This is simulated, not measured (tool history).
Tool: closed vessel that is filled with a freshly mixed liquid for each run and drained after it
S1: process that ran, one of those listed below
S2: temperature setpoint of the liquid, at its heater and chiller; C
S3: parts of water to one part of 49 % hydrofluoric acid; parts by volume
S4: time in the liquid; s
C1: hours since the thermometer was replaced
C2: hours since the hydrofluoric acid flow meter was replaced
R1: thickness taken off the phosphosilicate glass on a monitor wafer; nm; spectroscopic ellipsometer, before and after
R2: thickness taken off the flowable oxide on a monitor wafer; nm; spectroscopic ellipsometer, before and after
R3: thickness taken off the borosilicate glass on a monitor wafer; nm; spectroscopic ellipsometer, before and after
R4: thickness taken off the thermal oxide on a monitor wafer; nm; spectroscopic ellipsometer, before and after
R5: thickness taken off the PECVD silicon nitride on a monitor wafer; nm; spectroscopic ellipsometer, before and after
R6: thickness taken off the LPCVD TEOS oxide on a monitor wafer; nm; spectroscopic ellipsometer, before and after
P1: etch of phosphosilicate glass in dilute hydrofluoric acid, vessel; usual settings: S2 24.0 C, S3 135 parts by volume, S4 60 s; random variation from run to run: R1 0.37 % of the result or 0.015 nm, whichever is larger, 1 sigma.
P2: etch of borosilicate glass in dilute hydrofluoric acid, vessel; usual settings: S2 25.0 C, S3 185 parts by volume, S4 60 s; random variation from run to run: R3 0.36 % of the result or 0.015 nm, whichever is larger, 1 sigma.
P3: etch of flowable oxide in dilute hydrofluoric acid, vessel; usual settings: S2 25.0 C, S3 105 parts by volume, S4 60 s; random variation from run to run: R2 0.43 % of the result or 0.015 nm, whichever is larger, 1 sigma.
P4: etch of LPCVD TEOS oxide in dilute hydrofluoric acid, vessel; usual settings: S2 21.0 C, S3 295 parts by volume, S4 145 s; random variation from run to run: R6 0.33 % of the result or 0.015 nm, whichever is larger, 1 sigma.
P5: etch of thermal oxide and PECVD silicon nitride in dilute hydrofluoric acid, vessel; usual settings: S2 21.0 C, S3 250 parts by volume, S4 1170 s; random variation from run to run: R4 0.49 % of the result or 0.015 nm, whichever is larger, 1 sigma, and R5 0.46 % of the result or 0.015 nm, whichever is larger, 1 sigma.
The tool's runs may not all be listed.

| run | day | S1 | S2 | S3 | S4 | C1 | C2 | R1 | R2 | R3 | R4 | R5 | R6 |
|---|---|---|---|---|---|---|---|---|---|---|---|---|---|
| 1 | 0.554 | P1 | 24.0 | 135 | 60 | 446.9 | 1538.5 | 31.669 |  |  |  |  |  |
| 2 | 0.912 | P3 | 25.0 | 145 | 60 | 455.5 | 1547.1 |  | 18.067 |  |  |  |  |
| 3 | 1.188 | P1 | 24.0 | 220 | 105 | 462.1 | 1553.7 | 31.171 |  |  |  |  |  |
| 4 | 1.458 | P1 | 29.0 | 135 | 60 | 468.6 | 1560.2 | 38.025 |  |  |  |  |  |
| 5 | 2.012 | P2 | 17.5 | 185 | 60 | 481.9 | 1573.5 |  |  | 5.7220 |  |  |  |
| 6 | 2.496 | P5 | 21.0 | 250 | 1170 | 493.5 | 1585.1 |  |  |  | 17.14600 | 22.12700 |  |
| 7 | 3.029 | P2 | 25.0 | 290 | 60 | 506.3 | 1597.9 |  |  | 4.3663 |  |  |  |
| 8 | 3.446 | P4 | 21.0 | 295 | 30 | 516.3 | 1607.9 |  |  |  |  |  | 3.5039 |
| 9 | 3.883 | P1 | 24.0 | 135 | 60 | 526.8 | 1618.4 | 31.773 |  |  |  |  |  |
| 10 | 4.246 | P4 | 21.0 | 295 | 145 | 535.5 | 1627.1 |  |  |  |  |  | 17.0510 |
| 11 | 4.692 | P1 | 24.0 | 210 | 60 | 546.2 | 1637.8 | 18.821 |  |  |  |  |  |
| 12 | 5.217 | P2 | 25.0 | 185 | 60 | 558.8 | 1650.4 |  |  | 7.6281 |  |  |  |
| 13 | 5.712 | P1 | 24.0 | 135 | 110 | 570.7 | 1662.3 | 58.276 |  |  |  |  |  |
| 14 | 6.171 | P1 | 24.0 | 20 | 60 | 581.7 | 1673.3 | 247.890 |  |  |  |  |  |
| 15 | 6.529 | P1 | 24.0 | 135 | 30 | 590.3 | 1681.9 | 15.772 |  |  |  |  |  |
| 16 | 6.854 | P3 | 25.0 | 105 | 60 | 598.1 | 1689.7 |  | 26.016 |  |  |  |  |
| 17 | 7.258 | P5 | 26.0 | 250 | 1170 | 607.8 | 1699.4 |  |  |  | 20.69500 | 30.21600 |  |
| 18 | 7.588 | P3 | 25.0 | 105 | 105 | 615.7 | 1707.3 |  | 45.943 |  |  |  |  |
| 19 | 8.112 | P1 | 24.0 | 135 | 60 | 628.3 | 1719.9 | 31.730 |  |  |  |  |  |
| 20 | 8.625 | P2 | 25.0 | 185 | 60 | 640.6 | 1732.2 |  |  | 7.6720 |  |  |  |
| 21 | 9.083 | P4 | 21.0 | 115 | 145 | 651.6 | 1743.2 |  |  |  |  |  | 52.3390 |
| 22 | 9.633 | P4 | 26.5 | 295 | 145 | 664.8 | 1756.4 |  |  |  |  |  | 20.5460 |
| 23 | 10.029 | P1 | 24.0 | 135 | 60 | 674.3 | 1765.9 | 31.637 |  |  |  |  |  |
| 24 | 10.571 | P1 | 18.5 | 135 | 60 | 687.3 | 1778.9 | 25.340 |  |  |  |  |  |
| 25 | 10.967 | P1 | 24.0 | 135 | 60 | 696.8 | 1788.4 | 31.789 |  |  |  |  |  |
| 26 | 11.446 | P5 | 21.0 | 250 | 30 | 708.3 | 1799.9 |  |  |  | 0.44511 | 0.56648 |  |
| 27 | 11.912 | P5 | 21.0 | 345 | 1170 | 719.5 | 1811.1 |  |  |  | 11.43400 | 16.26700 |  |
| 28 | 12.471 | P2 | 25.0 | 185 | 100 | 732.9 | 1824.5 |  |  | 12.8750 |  |  |  |
| 29 | 12.938 | P3 | 25.0 | 105 | 60 | 744.1 | 1835.7 |  | 26.422 |  |  |  |  |
| 30 | 13.346 | P3 | 30.0 | 105 | 60 | 753.9 | 1845.5 |  | 31.632 |  |  |  |  |
| 31 | 13.788 | P1 | 24.0 | 135 | 60 | 764.5 | 1856.1 | 31.894 |  |  |  |  |  |
| 32 | 14.312 | P1 | 24.0 | 135 | 60 | 777.1 | 1868.7 | 32.883 |  |  |  |  |  |
| 33 | 14.650 | P1 | 24.0 | 135 | 60 | 785.2 | 1876.8 | 33.557 |  |  |  |  |  |
| 34 | 14.954 | P1 | 24.0 | 135 | 60 | 792.5 | 1884.1 | 33.713 |  |  |  |  |  |
| 35 | 15.483 | P1 | 24.0 | 135 | 60 | 805.2 | 1896.8 | 34.192 |  |  |  |  |  |
| 36 | 15.975 | P1 | 24.0 | 135 | 60 | 817.0 | 1908.6 | 34.211 |  |  |  |  |  |

The next listed run, before its measurement:
| 37 | 16.371 | P1 | 24.0 | 135 | 60 | 826.5 | 1918.1 | ? |  |  |  |  |  |

R1: 34.584 nm
